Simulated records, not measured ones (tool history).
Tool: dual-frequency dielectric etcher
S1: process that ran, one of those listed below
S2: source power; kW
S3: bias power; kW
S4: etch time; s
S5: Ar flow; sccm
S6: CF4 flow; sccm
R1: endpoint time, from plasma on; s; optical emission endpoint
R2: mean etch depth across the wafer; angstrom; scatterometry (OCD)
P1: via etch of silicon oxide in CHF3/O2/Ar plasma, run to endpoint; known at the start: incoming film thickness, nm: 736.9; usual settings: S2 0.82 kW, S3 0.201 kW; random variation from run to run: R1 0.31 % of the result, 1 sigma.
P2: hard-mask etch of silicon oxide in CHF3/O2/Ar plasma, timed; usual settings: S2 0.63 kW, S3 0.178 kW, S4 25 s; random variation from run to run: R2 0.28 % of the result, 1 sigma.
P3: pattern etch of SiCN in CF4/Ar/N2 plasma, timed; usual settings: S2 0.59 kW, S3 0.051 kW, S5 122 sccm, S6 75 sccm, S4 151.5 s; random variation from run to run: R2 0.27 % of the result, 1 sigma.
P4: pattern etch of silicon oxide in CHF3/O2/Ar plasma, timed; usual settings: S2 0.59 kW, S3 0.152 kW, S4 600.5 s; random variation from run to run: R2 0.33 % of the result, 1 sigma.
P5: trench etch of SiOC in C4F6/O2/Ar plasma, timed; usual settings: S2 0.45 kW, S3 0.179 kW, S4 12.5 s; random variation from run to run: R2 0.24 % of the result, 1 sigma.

run,hour,S1,S2,S3,S4,S5,S6,R1,R2
1,12.1,P1,0.82,0.201,,,,331.46,
2,22.7,P1,0.82,0.201,,,,331.31,
3,38.3,P5,0.45,0.179,7,,,,157.63
4,53.7,P5,0.45,0.25,12.5,,,,313.88
5,66.4,P1,0.82,0.201,,,,329.14,
6,78.2,P3,0.59,0.051,151.5,122,75,,1418.6
7,87.8,P2,0.63,0.178,34,,,,680.05
8,96.2,P3,0.78,0.051,151.5,122,75,,1823.2
9,109.7,P5,0.55,0.179,12.5,,,,304.93
10,117.6,P5,0.45,0.179,12.5,,,,280.35
11,126.6,P1,0.69,0.161,,,,378.96,
12,142.2,P1,0.82,0.201,,,,330.08,
13,155.6,P4,0.84,0.152,600.5,,,,12898
14,162.8,P3,0.59,0.051,83.5,122,75,,784.82
15,170.5,P3,0.59,0.051,151.5,122,92,,1467.5
16,185.6,P2,0.63,0.213,25,,,,532.43
17,200.5,P4,0.59,0.112,600.5,,,,10195
18,208.5,P2,0.88,0.178,25,,,,568.93
19,216.4,P1,0.82,0.132,,,,377.19,
20,230.9,P3,0.59,0.051,151.5,95,75,,1482.5
21,244.9,P4,0.59,0.152,889.5,,,,16616
22,258.6,P1,0.82,0.255,,,,303.47,
23,267.9,P1,0.67,0.201,,,,356.44,
24,275.4,P1,0.82,0.201,,,,329.2,
25,284,P1,0.82,0.201,,,,330.33,
26,299.3,P3,0.59,0.051,151.5,122,75,,1420
27,313.3,P1,1.03,0.201,,,,302.39,
28,321.6,P1,0.82,0.201,,,,330.03,
# hour 325.4: source power generator calibrated
29,332,P5,0.45,0.179,12.5,,,,282.96

Forecast run 30:
30,346.1,P3,0.59,0.062,151.5,122,75,,?

Run 30 gave R2 1507.3 angstrom.
